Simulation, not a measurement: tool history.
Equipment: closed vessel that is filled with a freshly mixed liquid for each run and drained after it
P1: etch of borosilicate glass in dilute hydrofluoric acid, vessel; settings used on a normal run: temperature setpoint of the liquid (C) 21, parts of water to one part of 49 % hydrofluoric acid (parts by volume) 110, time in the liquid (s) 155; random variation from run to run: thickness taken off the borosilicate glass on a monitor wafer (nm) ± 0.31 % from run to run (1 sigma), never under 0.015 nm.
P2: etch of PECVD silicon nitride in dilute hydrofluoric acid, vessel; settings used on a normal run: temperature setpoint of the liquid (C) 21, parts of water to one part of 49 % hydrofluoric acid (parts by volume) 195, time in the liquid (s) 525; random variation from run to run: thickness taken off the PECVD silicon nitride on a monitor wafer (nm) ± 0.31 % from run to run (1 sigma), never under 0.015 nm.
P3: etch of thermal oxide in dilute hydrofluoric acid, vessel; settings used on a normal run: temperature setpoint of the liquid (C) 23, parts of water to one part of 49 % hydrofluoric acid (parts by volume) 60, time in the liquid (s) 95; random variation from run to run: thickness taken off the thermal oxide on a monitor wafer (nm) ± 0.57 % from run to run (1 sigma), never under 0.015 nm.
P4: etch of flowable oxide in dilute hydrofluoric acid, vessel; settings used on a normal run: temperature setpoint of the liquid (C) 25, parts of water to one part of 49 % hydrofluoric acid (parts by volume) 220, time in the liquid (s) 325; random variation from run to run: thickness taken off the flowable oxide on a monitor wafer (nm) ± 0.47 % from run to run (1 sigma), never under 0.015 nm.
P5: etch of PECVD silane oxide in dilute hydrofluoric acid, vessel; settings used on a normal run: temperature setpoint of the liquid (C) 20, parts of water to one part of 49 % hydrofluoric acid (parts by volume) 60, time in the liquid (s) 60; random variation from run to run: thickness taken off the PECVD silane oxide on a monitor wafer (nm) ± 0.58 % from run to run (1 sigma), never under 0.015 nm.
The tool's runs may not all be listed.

run   hour  process that ran  temperature setpoint of the liquid (C)  parts of water to one part of 49 % hydrofluoric acid (parts by volume)  time in the liquid (s)  hours since the thermometer was replaced  hours since the hydrofluoric acid flow meter was replaced  thickness taken off the borosilicate glass on a monitor wafer (nm)  thickness taken off the thermal oxide on a monitor wafer (nm)  thickness taken off the PECVD silicon nitride on a monitor wafer (nm)  thickness taken off the flowable oxide on a monitor wafer (nm)  thickness taken off the PECVD silane oxide on a monitor wafer (nm)
  1      5                P1                                      21                                                                     110                     155                                     474.6                                                      220.2                                                              37.094
  2    7.9                P3                                      23                                                                      60                      95                                     477.5                                                      223.1                                                                                                                             7.5315
  3   13.2                P1                                      21                                                                     190                     155                                     482.8                                                      228.4                                                              19.711
  4   17.6                P1                                      21                                                                      65                     155                                     487.2                                                      232.8                                                              65.918
  5   21.5                P1                                      21                                                                     110                     300                                     491.1                                                      236.7                                                              71.554
  6   25.9                P1                                      21                                                                     110                     155                                     495.5                                                      241.1                                                              37.004
  7   28.4                P2                                      21                                                                     195                     525                                       498                                                      243.6                                                                                                                                                                                                    11.466
  8   31.3                P1                                      25                                                                     110                      75                                     500.9                                                      246.5                                                              20.839
  9   36.1                P4                                    31.5                                                                     220                     325                                     505.7                                                      251.3                                                                                                                                                                                                                                                                    63.383
 10   40.6                P2                                      21                                                                     310                     525                                     510.2                                                      255.8                                                                                                                                                                                                    7.3198
 11     46                P5                                      20                                                                     100                      60                                     515.6                                                      261.2                                                                                                                                                                                                                                                                                                                                        24.918
 12   49.4                P5                                      20                                                                      60                      60                                       519                                                      264.6                                                                                                                                                                                                                                                                                                                                         43.54
 13   53.5                P5                                    26.5                                                                      60                      60                                     523.1                                                      268.7                                                                                                                                                                                                                                                                                                                                        57.448
 14   57.2                P1                                      21                                                                     110                     155                                     526.8                                                      272.4                                                              36.911
 15   62.3                P5                                      20                                                                      60                      60                                     531.9                                                      277.5                                                                                                                                                                                                                                                                                                                                        43.902
 16   67.3                P2                                      21                                                                     195                     800                                     536.9                                                      282.5                                                                                                                                                                                                    17.364
 17   72.3                P1                                      17                                                                     110                     155                                     541.9                                                      287.5                                                              31.543
 18   76.2                P1                                      21                                                                     110                     155                                     545.8                                                      291.4                                                              36.944
 19   79.1                P4                                      25                                                                     220                     325                                     548.7                                                      294.3                                                                                                                                                                                                                                                                    49.631
 20   83.4                P3                                      23                                                                      60                      95                                       553                                                      298.6                                                                                                                             7.5344
 21   86.6                P3                                    29.5                                                                      60                      95                                     556.2                                                      301.8                                                                                                                             9.6669
 22   90.2                P3                                      23                                                                      60                     185                                     559.8                                                      305.4                                                                                                                             14.615
 23   94.9                P2                                      17                                                                     195                     525                                     564.5                                                      310.1                                                                                                                                                                                                    8.7917
 24     98                P1                                      21                                                                     110                      80                                     567.6                                                      313.2                                                              19.054
 25    103                P4                                      25                                                                      40                     325                                     572.6                                                      318.2                                                                                                                                                                                                                                                                    341.76
 26  107.8                P3                                      23                                                                      20                      95                                     577.4                                                        323                                                                                                                             23.644
 27  112.7                P4                                      25                                                                     220                     325                                     582.3                                                      327.9                                                                                                                                                                                                                                                                    50.505
 28  116.2                P2                                      21                                                                     195                     525                                     585.8                                                      331.4                                                                                                                                                                                                    11.408
 29  121.4                P5                                      20                                                                      60                     100                                       591                                                      336.6                                                                                                                                                                                                                                                                                                                                        73.319
 30  125.7                P1                                      21                                                                     110                     155                                     595.3                                                      340.9                                                              37.027
 31  128.5                P1                                      21                                                                     110                     155                                     598.1                                                      343.7                                                              37.091
 32  132.5                P1                                    27.5                                                                     110                     155                                     602.1                                                      347.7                                                              47.586
 33  135.1                P4                                      25                                                                     220                     125                                     604.7                                                      350.3                                                                                                                                                                                                                                                                    19.276
 34    140                P1                                      21                                                                     110                     155                                     609.6                                                      355.2                                                              36.936
 35  145.5                P1                                      21                                                                     110                     155                                     615.1                                                      360.7                                                              36.763
 36  148.9                P1                                      21                                                                     110                     155                                     618.5                                                      364.1                                                              37.706
 37  153.6                P1                                      21                                                                     110                     155                                     623.2                                                      368.8                                                              38.476
 38  157.9                P1                                      21                                                                     110                     155                                     627.5                                                      373.1                                                              38.981
 39  161.6                P1                                      21                                                                     110                     155                                     631.2                                                      376.8                                                              39.111
 40    166                P1                                      21                                                                     110                     155                                     635.6                                                      381.2                                                              39.188
 41  170.7                P1                                      21                                                                     110                     155                                     640.3                                                      385.9                                                              39.186
 42    174                P1                                      21                                                                     110                     155                                     643.6                                                      389.2                                                              39.582
 43  177.5                P1                                      21                                                                     110                     155                                     647.1                                                      392.7                                                              39.494
 44  182.7                P1                                      21                                                                     110                     155                                     652.3                                                      397.9                                                              39.481
 45  185.4                P1                                      21                                                                     110                     155                                       655                                                      400.6                                                              39.336

The output of P1 has drifted from where it used to be. Each of the 2 causes below, taken at the size shown beside it, accounts for the log equally well:
A: liquid hotter than its thermometer reads (K) = 1.65
B: hydrofluoric acid flow above the setpoint (%) = 6.05
The gradual shift began around hour 145.5.

Of the 4 check runs listed below, each run on one wafer and each result written as a question mark, which would let you distinguish the listed causes because they would give clearly different results?
check 1  188.1                P5                                    23.5                                                                      95                      60                                                                                                                                                                                                                                                                                                                                                                                                                                                  ?
check 2  188.1                P2                                      17                                                                     195                     525                                                                                                                                                                                                                                                                                                              ?
check 3  188.1                P3                                      23                                                                      20                     160                                                                                                                                                                                                                                       ?
check 4  188.1                P4                                      25                                                                      65                     165                                                                                                                                                                                                                                                                                                                                                                              ?

Outcome of each check run for each possible cause:
  check                                                                 result    if A    if B
check 1     thickness taken off the PECVD silane oxide on a monitor wafer (nm)  32.707  32.707
check 2  thickness taken off the PECVD silicon nitride on a monitor wafer (nm)  9.7943  9.2765
check 3          thickness taken off the thermal oxide on a monitor wafer (nm)  42.664  42.258
check 4         thickness taken off the flowable oxide on a monitor wafer (nm)  110.62  110.36
Per check, the gap between the least separated pair of causes, taken in the result that splits them most: check 1 0 %; check 2 5.43 %; check 3 0.96 %; check 4 0.24 %
Check 2 distinguishes between the causes, while the remaining checks would return nearly the same result for all of them.

Then check 2 was run and gave: thickness taken off the PECVD silicon nitride on a monitor wafer (nm) 9.3334. Which cause is it?

It was cause B: hydrofluoric acid flow above the setpoint (%).
